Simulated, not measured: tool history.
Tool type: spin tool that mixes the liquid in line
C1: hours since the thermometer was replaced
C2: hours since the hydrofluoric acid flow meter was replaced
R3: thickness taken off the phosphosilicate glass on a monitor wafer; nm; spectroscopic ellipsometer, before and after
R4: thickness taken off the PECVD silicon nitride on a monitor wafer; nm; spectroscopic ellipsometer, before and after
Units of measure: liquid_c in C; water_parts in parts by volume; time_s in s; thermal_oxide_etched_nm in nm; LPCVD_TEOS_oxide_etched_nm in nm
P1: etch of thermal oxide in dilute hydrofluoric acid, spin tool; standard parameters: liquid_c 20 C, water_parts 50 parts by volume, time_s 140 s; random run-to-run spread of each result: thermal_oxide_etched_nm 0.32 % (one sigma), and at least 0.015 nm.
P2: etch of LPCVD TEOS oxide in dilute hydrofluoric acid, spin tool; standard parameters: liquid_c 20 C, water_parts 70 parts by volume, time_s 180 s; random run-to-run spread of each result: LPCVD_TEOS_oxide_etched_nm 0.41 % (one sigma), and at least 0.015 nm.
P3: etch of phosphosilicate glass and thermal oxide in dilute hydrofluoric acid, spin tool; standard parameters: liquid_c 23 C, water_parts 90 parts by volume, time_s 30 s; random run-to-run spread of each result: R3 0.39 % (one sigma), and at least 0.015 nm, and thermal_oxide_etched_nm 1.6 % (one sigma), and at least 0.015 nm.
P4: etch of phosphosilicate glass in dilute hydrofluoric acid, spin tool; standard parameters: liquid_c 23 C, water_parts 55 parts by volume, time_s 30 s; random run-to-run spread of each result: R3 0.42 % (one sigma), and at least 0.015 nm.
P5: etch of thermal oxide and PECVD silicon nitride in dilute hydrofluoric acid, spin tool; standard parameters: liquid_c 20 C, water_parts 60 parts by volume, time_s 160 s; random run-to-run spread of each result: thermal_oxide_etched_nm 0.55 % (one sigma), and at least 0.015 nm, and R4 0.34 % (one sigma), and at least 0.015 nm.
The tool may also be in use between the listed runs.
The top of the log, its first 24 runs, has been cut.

run 25 hour=297.6 | process=P1 liquid_c=20 water_parts=50 time_s=140 | C1=1222 C2=149.1 | thermal_oxide_etched_nm=11.845
run 26 hour=310.9 | process=P1 liquid_c=26 water_parts=50 time_s=140 | C1=1235.3 C2=162.4 | thermal_oxide_etched_nm=15.248
run 27 hour=328.5 | process=P4 liquid_c=23 water_parts=55 time_s=15 | C1=1252.9 C2=180 | R3=19.313
run 28 hour=346.3 | process=P5 liquid_c=20 water_parts=60 time_s=160 | C1=1270.7 C2=197.8 | thermal_oxide_etched_nm=10.925 R4=8.7593
run 29 hour=357.8 | process=P4 liquid_c=19 water_parts=55 time_s=30 | C1=1282.2 C2=209.3 | R3=33.109
run 30 hour=369.9 | process=P2 liquid_c=20 water_parts=70 time_s=180 | C1=1294.3 C2=221.4 | LPCVD_TEOS_oxide_etched_nm=37.264
run 31 hour=380.7 | process=P3 liquid_c=23 water_parts=90 time_s=50 | C1=1305.1 C2=232.2 | thermal_oxide_etched_nm=2.5821 R3=106.26
run 32 hour=392.9 | process=P1 liquid_c=20 water_parts=50 time_s=205 | C1=1317.3 C2=244.4 | thermal_oxide_etched_nm=17.379
run 33 hour=407.8 | process=P4 liquid_c=23 water_parts=55 time_s=30 | C1=1332.2 C2=259.3 | R3=39.138
run 34 hour=420.1 | process=P1 liquid_c=20 water_parts=50 time_s=140 | C1=1344.5 C2=271.6 | thermal_oxide_etched_nm=11.884

Estimate the outcome of run 35 from the log above:
run 35 hour=430.8 | process=P1 liquid_c=20 water_parts=50 time_s=140 | C1=1355.2 C2=282.3 | thermal_oxide_etched_nm=?

{"run 35": {"thermal_oxide_etched_nm": 11.85}}

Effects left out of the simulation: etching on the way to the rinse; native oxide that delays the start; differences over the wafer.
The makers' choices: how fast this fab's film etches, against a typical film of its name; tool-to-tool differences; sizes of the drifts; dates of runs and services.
